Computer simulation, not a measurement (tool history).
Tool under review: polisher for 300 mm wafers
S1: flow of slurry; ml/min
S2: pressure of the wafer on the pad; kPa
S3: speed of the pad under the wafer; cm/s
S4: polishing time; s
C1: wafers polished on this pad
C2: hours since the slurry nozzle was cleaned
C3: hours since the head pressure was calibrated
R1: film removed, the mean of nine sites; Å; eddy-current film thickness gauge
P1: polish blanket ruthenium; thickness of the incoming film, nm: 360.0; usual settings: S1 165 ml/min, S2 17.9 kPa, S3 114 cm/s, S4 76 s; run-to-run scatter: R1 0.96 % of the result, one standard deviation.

Run 1, hour 14.3: S1 165 ml/min, S2 17.9 kPa, S3 114 cm/s, S4 76 s; C1 650; C2 412.6; C3 117.1. Result: R1 1234 Å.
Run 2, hour 20.9: S1 165 ml/min, S2 17.9 kPa, S3 114 cm/s, S4 76 s; C1 717; C2 419.2; C3 123.7. Result: R1 1261.4 Å.
Run 3, hour 34.2: S1 165 ml/min, S2 11 kPa, S3 114 cm/s, S4 76 s; C1 852; C2 432.5; C3 137. Result: R1 775.74 Å.
Run 4, hour 45.5: S1 100 ml/min, S2 17.9 kPa, S3 114 cm/s, S4 76 s; C1 967; C2 443.8; C3 148.3. Result: R1 1160.8 Å.
Run 5, hour 55.9: S1 165 ml/min, S2 17.9 kPa, S3 70 cm/s, S4 76 s; C1 1072; C2 454.2; C3 158.7. Result: R1 776 Å.
Run 6, hour 63.4: S1 165 ml/min, S2 17.9 kPa, S3 114 cm/s, S4 41 s; C1 1149; C2 461.7; C3 166.2. Result: R1 689 Å.
Run 7, hour 73.2: S1 165 ml/min, S2 25.5 kPa, S3 114 cm/s, S4 76 s; C1 1248; C2 471.5; C3 176. Result: R1 1807.9 Å.
Run 8, hour 81.3: S1 165 ml/min, S2 17.9 kPa, S3 162 cm/s, S4 76 s; C1 1330; C2 479.6; C3 184.1. Result: R1 1798.8 Å.
Run 9, hour 89.6: S1 165 ml/min, S2 17.9 kPa, S3 114 cm/s, S4 115 s; C1 1414; C2 487.9; C3 192.4. Result: R1 1910.7 Å.
Run 10, hour 102.9: S1 165 ml/min, S2 17.9 kPa, S3 114 cm/s, S4 76 s; C1 1549; C2 501.2; C3 205.7. Result: R1 1247.7 Å.
Run 11, hour 109.9: S1 165 ml/min, S2 17.9 kPa, S3 114 cm/s, S4 76 s; C1 1620; C2 508.2; C3 212.7. Result: R1 1255.4 Å.
At hour 113: slurry nozzle cleaned.
Run 12, hour 118.4: S1 210 ml/min, S2 12.4 kPa, S3 114 cm/s, S4 76 s; C1 1707; C2 5.5; C3 221.2. Result: R1 899.29 Å.
Run 13, hour 132.7: S1 165 ml/min, S2 17.9 kPa, S3 114 cm/s, S4 76 s; C1 1852; C2 19.8; C3 235.5. Result: R1 1238.2 Å.
Run 14, hour 139.9: S1 165 ml/min, S2 24.1 kPa, S3 58 cm/s, S4 76 s; C1 1925; C2 27; C3 242.7. Result: R1 878.47 Å.
Run 15, hour 152.4: S1 210 ml/min, S2 17.9 kPa, S3 114 cm/s, S4 76 s; C1 2052; C2 39.5; C3 255.2. Result: R1 1283.7 Å.
Run 16, hour 162.5: S1 165 ml/min, S2 17.9 kPa, S3 114 cm/s, S4 76 s; C1 2154; C2 49.6; C3 265.3. Result: R1 1258.7 Å.
Run 17, hour 175.1: S1 165 ml/min, S2 17.9 kPa, S3 114 cm/s, S4 76 s; C1 2282; C2 62.2; C3 277.9. Result: R1 1219.5 Å.
Run 18, hour 189.1: S1 165 ml/min, S2 17.9 kPa, S3 114 cm/s, S4 76 s; C1 2424; C2 76.2; C3 291.9. Result: R1 1205.2 Å.
Run 19, hour 199.1: S1 165 ml/min, S2 17.9 kPa, S3 114 cm/s, S4 76 s; C1 2526; C2 86.2; C3 301.9. Result: R1 1198.7 Å.
Run 20, hour 207.2: S1 165 ml/min, S2 17.9 kPa, S3 114 cm/s, S4 76 s; C1 2608; C2 94.3; C3 310. Result: R1 1180.1 Å.
At hour 207.5: head pressure recalibrated.
Run 21, hour 220: S1 165 ml/min, S2 17.9 kPa, S3 114 cm/s, S4 76 s; C1 2738; C2 107.1; C3 12.6. Result: R1 1189 Å.
Run 22, hour 230.8: S1 165 ml/min, S2 17.9 kPa, S3 114 cm/s, S4 76 s; C1 2847; C2 117.9; C3 23.4. Result: R1 1200.1 Å.
Run 23, hour 238.4: S1 165 ml/min, S2 17.9 kPa, S3 114 cm/s, S4 76 s; C1 2925; C2 125.5; C3 31. Result: R1 1173 Å.

What P1 gives has crept away from where it was. These 2 causes fit the log equally well, each at the size given:
A: slurry flow missing at the pad, % = 29.7
B: removal rate lost through wear of the pad, % = 6.37
The drift started at roughly hour 162.5.
Why every other cause is out:
head's pressure below its setpoint, %: was serviced at hour 207.5, once the creep was under way, yet the earlier output never came back

Which of the check runs below tells the causes apart, meaning the causes would give it clearly different results? Each run uses 5 wafers whose results are averaged, and each result is shown as a question mark.
Run check 1, hour 246: S1 165 ml/min, S2 23.4 kPa, S3 114 cm/s, S4 98 s. Result: R1 ?.
Run check 2, hour 246: S1 100 ml/min, S2 17.9 kPa, S3 114 cm/s, S4 76 s. Result: R1 ?.
Run check 3, hour 246: S1 165 ml/min, S2 12.4 kPa, S3 114 cm/s, S4 98 s. Result: R1 ?.
Run check 4, hour 246: S1 165 ml/min, S2 23.4 kPa, S3 146 cm/s, S4 76 s. Result: R1 ?.

Check results expected under each cause:
  check  result    if A    if B
check 1      R1  1993.2  1993.1
check 2      R1  1030.3    1069
check 3      R1  1055.2  1055.2
check 4      R1  1979.6  1979.6
Smallest distance between any two causes, each pair judged by its most separating result, in per cent: check 1 0 %; check 2 3.69 %; check 3 0 %; check 4 0 %
Only in check 2 would the causes give clearly different results; in the remaining checks their results would be nearly the same.

Then check 2 was run and gave: R1 1072.6 Å. Which cause is it?

It was cause B: removal rate lost through wear of the pad, %.

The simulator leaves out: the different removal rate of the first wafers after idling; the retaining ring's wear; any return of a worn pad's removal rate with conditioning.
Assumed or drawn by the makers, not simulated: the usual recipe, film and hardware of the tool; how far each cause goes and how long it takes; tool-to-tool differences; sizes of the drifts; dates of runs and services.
